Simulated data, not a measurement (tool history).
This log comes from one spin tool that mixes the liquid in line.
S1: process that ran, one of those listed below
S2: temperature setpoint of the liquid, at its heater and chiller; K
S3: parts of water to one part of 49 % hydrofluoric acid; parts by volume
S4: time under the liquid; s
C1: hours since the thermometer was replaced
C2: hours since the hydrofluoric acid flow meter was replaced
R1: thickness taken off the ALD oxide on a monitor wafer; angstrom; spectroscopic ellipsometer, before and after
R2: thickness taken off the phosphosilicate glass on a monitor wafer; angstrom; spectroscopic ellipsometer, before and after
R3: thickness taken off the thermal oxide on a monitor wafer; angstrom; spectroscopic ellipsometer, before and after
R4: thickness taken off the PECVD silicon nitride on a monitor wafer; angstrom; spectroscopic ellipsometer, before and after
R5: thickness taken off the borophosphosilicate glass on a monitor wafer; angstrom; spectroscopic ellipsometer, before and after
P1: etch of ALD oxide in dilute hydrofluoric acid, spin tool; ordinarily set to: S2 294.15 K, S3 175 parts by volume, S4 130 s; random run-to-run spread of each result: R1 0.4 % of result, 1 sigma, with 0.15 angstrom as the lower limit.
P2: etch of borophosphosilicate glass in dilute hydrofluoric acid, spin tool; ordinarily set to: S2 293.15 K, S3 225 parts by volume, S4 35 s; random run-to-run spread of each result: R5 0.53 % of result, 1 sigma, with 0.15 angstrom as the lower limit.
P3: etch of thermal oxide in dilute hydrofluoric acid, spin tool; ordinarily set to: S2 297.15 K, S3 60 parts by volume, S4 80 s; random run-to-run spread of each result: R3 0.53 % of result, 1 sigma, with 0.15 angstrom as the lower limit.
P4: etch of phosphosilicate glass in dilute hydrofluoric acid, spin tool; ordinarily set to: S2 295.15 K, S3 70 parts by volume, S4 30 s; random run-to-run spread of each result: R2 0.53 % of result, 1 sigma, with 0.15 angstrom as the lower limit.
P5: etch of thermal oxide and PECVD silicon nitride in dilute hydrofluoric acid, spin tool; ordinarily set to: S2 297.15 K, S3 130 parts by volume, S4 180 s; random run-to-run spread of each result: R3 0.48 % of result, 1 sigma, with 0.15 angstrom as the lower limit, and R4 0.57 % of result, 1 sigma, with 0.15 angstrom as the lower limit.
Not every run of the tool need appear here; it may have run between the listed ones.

run 1 hour=10.2 | S1=P1 S2=294.15 S3=175 S4=130 | C1=1059.2 C2=555 | R1=61.356
run 2 hour=23.7 | S1=P1 S2=294.15 S3=105 S4=130 | C1=1072.7 C2=568.5 | R1=109.88
run 3 hour=38 | S1=P1 S2=294.15 S3=175 S4=205 | C1=1087 C2=582.8 | R1=95.792
run 4 hour=47.8 | S1=P4 S2=295.15 S3=70 S4=15 | C1=1096.8 C2=592.6 | R2=417.02
run 5 hour=60.6 | S1=P5 S2=297.15 S3=130 S4=180 | C1=1109.6 C2=605.4 | R3=61.09 R4=79.286
run 6 hour=70.6 | S1=P1 S2=294.15 S3=175 S4=130 | C1=1119.6 C2=615.4 | R1=60.583
run 7 hour=80 | S1=P3 S2=303.65 S3=60 S4=80 | C1=1129 C2=624.8 | R3=89.205
run 8 hour=92 | S1=P1 S2=294.15 S3=175 S4=130 | C1=1141 C2=636.8 | R1=60.72
run 9 hour=98.9 | S1=P5 S2=290.65 S3=130 S4=180 | C1=1147.9 C2=643.7 | R3=46.374 R4=50.405
-- hour=105.6 thermometer replaced
run 10 hour=114.4 | S1=P1 S2=294.15 S3=175 S4=15 | C1=8.8 C2=659.2 | R1=7.1129
run 11 hour=127.5 | S1=P2 S2=293.15 S3=105 S4=35 | C1=21.9 C2=672.3 | R5=133.7
run 12 hour=137.5 | S1=P1 S2=294.15 S3=175 S4=130 | C1=31.9 C2=682.3 | R1=60.939
run 13 hour=146.3 | S1=P4 S2=295.15 S3=70 S4=30 | C1=40.7 C2=691.1 | R2=835.08
run 14 hour=161.3 | S1=P2 S2=293.15 S3=225 S4=35 | C1=55.7 C2=706.1 | R5=55.534
run 15 hour=169.1 | S1=P2 S2=293.15 S3=225 S4=60 | C1=63.5 C2=713.9 | R5=94.33
run 16 hour=181.6 | S1=P3 S2=297.15 S3=85 S4=80 | C1=76 C2=726.4 | R3=47.462
run 17 hour=189.5 | S1=P5 S2=297.15 S3=225 S4=180 | C1=83.9 C2=734.3 | R3=31.237 R4=45.257
run 18 hour=201.2 | S1=P5 S2=297.15 S3=130 S4=325 | C1=95.6 C2=746 | R3=109.39 R4=142.36
run 19 hour=213.8 | S1=P3 S2=297.15 S3=60 S4=15 | C1=108.2 C2=758.6 | R3=12.854
run 20 hour=228 | S1=P1 S2=290.15 S3=175 S4=130 | C1=122.4 C2=772.8 | R1=52.378
run 21 hour=241 | S1=P2 S2=299.65 S3=225 S4=35 | C1=135.4 C2=785.8 | R5=70.245
run 22 hour=255.5 | S1=P3 S2=297.15 S3=60 S4=80 | C1=149.9 C2=800.3 | R3=68.773
run 23 hour=270.5 | S1=P1 S2=294.15 S3=175 S4=130 | C1=164.9 C2=815.3 | R1=60.819
run 24 hour=284.6 | S1=P1 S2=294.15 S3=250 S4=130 | C1=179 C2=829.4 | R1=39.547
run 25 hour=294.5 | S1=P1 S2=299.65 S3=175 S4=130 | C1=188.9 C2=839.3 | R1=75.024
run 26 hour=304.4 | S1=P5 S2=297.15 S3=130 S4=180 | C1=198.8 C2=849.2 | R3=60.726 R4=77.634
run 27 hour=318.9 | S1=P1 S2=297.65 S3=175 S4=75 | C1=213.3 C2=863.7 | R1=40.127
run 28 hour=334.3 | S1=P1 S2=294.15 S3=175 S4=130 | C1=228.7 C2=879.1 | R1=60.866
run 29 hour=345.9 | S1=P2 S2=293.15 S3=225 S4=35 | C1=240.3 C2=890.7 | R5=55.664
run 30 hour=359.8 | S1=P4 S2=295.15 S3=25 S4=30 | C1=254.2 C2=904.6 | R2=2465.9
run 31 hour=369.9 | S1=P4 S2=291.65 S3=70 S4=30 | C1=264.3 C2=914.7 | R2=722.94
run 32 hour=382 | S1=P1 S2=294.15 S3=175 S4=130 | C1=276.4 C2=926.8 | R1=60.838
run 33 hour=393.4 | S1=P1 S2=294.15 S3=175 S4=130 | C1=287.8 C2=938.2 | R1=62.723
run 34 hour=400.7 | S1=P1 S2=294.15 S3=175 S4=130 | C1=295.1 C2=945.5 | R1=64.223
run 35 hour=407.5 | S1=P1 S2=294.15 S3=175 S4=130 | C1=301.9 C2=952.3 | R1=64.468
run 36 hour=418.3 | S1=P1 S2=294.15 S3=175 S4=130 | C1=312.7 C2=963.1 | R1=65.871
run 37 hour=429.6 | S1=P1 S2=294.15 S3=175 S4=130 | C1=324 C2=974.4 | R1=65.928
run 38 hour=445 | S1=P1 S2=294.15 S3=175 S4=130 | C1=339.4 C2=989.8 | R1=66.315
run 39 hour=459.3 | S1=P1 S2=294.15 S3=175 S4=130 | C1=353.7 C2=1004.1 | R1=66.872
run 40 hour=467.9 | S1=P1 S2=294.15 S3=175 S4=130 | C1=362.3 C2=1012.7 | R1=66.25

P1 has crept away from where it was. The log is fitted equally well by each of these 2 causes, at the sizes shown:
A: hydrofluoric acid flow above the setpoint (%) = 7.7
B: liquid hotter than its thermometer reads (K) = 2.28
The drift started at roughly hour 382.

The check runs listed below each take one wafer, and their results are still question marks. Under which run would the listed causes lead to clearly different results?
run check 1 hour=476.5 | S1=P3 S2=297.15 S3=60 S4=80 | R3=?
run check 2 hour=476.5 | S1=P5 S2=297.15 S3=130 S4=180 | R3=? R4=?
run check 3 hour=476.5 | S1=P2 S2=293.15 S3=225 S4=35 | R5=?
run check 4 hour=476.5 | S1=P4 S2=295.15 S3=70 S4=30 | R2=?

What each check would give under each cause:
check=check_1 result=R3 if_A=75.016 if_B=75.953
check=check_2 result=R3 if_A=65.676 if_B=65.826
check=check_2 result=R4 if_A=84.38 if_B=90.824
check=check_3 result=R5 if_A=60.652 if_B=60.407
check=check_4 result=R2 if_A=905.67 if_B=917.31
How far apart the two closest causes lie, in the result that separates them most: check 1 1.24 %; check 2 7.36 %; check 3 0.4 %; check 4 1.28 %
Check 2 is the one run that separates the causes; every other check would come out nearly the same whichever cause is at work.

Here is what check 2 returned: R3 65.638 angstrom; R4 84.071 angstrom. Which cause is it?

Of the candidate causes, it is A: hydrofluoric acid flow above the setpoint (%).
